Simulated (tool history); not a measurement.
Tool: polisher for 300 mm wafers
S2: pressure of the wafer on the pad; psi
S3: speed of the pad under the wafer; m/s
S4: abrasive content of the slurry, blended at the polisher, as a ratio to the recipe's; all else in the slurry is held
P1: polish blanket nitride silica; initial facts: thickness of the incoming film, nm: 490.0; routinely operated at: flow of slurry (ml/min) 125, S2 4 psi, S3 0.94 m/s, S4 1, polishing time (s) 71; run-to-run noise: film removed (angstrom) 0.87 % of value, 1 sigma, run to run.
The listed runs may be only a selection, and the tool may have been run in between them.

{"run": 1, "hour": 5.3, "flow of slurry (ml/min)": 125, "S2": 4, "S3": 0.94, "S4": 1, "polishing time (s)": 71, "film removed (angstrom)": 554.48}
{"run": 2, "hour": 13.1, "flow of slurry (ml/min)": 125, "S2": 4, "S3": 0.94, "S4": 1, "polishing time (s)": 47, "film removed (angstrom)": 358.84}
{"run": 3, "hour": 22.2, "flow of slurry (ml/min)": 125, "S2": 4, "S3": 0.94, "S4": 1, "polishing time (s)": 71, "film removed (angstrom)": 541.32}
{"run": 4, "hour": 27.5, "flow of slurry (ml/min)": 125, "S2": 6.1, "S3": 0.94, "S4": 1, "polishing time (s)": 71, "film removed (angstrom)": 847.65}
{"run": 5, "hour": 36.8, "flow of slurry (ml/min)": 125, "S2": 4, "S3": 0.94, "S4": 1.35, "polishing time (s)": 71, "film removed (angstrom)": 629.01}
{"run": 6, "hour": 42.4, "flow of slurry (ml/min)": 125, "S2": 1.8, "S3": 0.94, "S4": 1, "polishing time (s)": 71, "film removed (angstrom)": 247.62}
{"run": 7, "hour": 49.6, "flow of slurry (ml/min)": 125, "S2": 4, "S3": 0.94, "S4": 1, "polishing time (s)": 111, "film removed (angstrom)": 863.13}
{"run": 8, "hour": 56.4, "flow of slurry (ml/min)": 200, "S2": 4, "S3": 0.94, "S4": 1, "polishing time (s)": 71, "film removed (angstrom)": 593.16}
{"run": 9, "hour": 62.0, "flow of slurry (ml/min)": 75, "S2": 4, "S3": 0.94, "S4": 1, "polishing time (s)": 71, "film removed (angstrom)": 481.43}
{"run": 10, "hour": 71.3, "flow of slurry (ml/min)": 125, "S2": 4, "S3": 0.7, "S4": 1, "polishing time (s)": 91, "film removed (angstrom)": 553.52}
{"run": 11, "hour": 77.9, "flow of slurry (ml/min)": 125, "S2": 4, "S3": 0.94, "S4": 1, "polishing time (s)": 71, "film removed (angstrom)": 550.75}
{"run": 12, "hour": 85.8, "flow of slurry (ml/min)": 125, "S2": 4, "S3": 0.94, "S4": 0.5, "polishing time (s)": 71, "film removed (angstrom)": 380.7}
{"run": 13, "hour": 90.5, "flow of slurry (ml/min)": 125, "S2": 4, "S3": 1.18, "S4": 1, "polishing time (s)": 71, "film removed (angstrom)": 663.92}

What does the tool deliver on the next run?
{"run": 14, "hour": 99.7, "flow of slurry (ml/min)": 125, "S2": 4, "S3": 0.5, "S4": 1, "polishing time (s)": 71, "film removed (angstrom)": "?"}

Run 14 produced film removed (angstrom) 331.49.
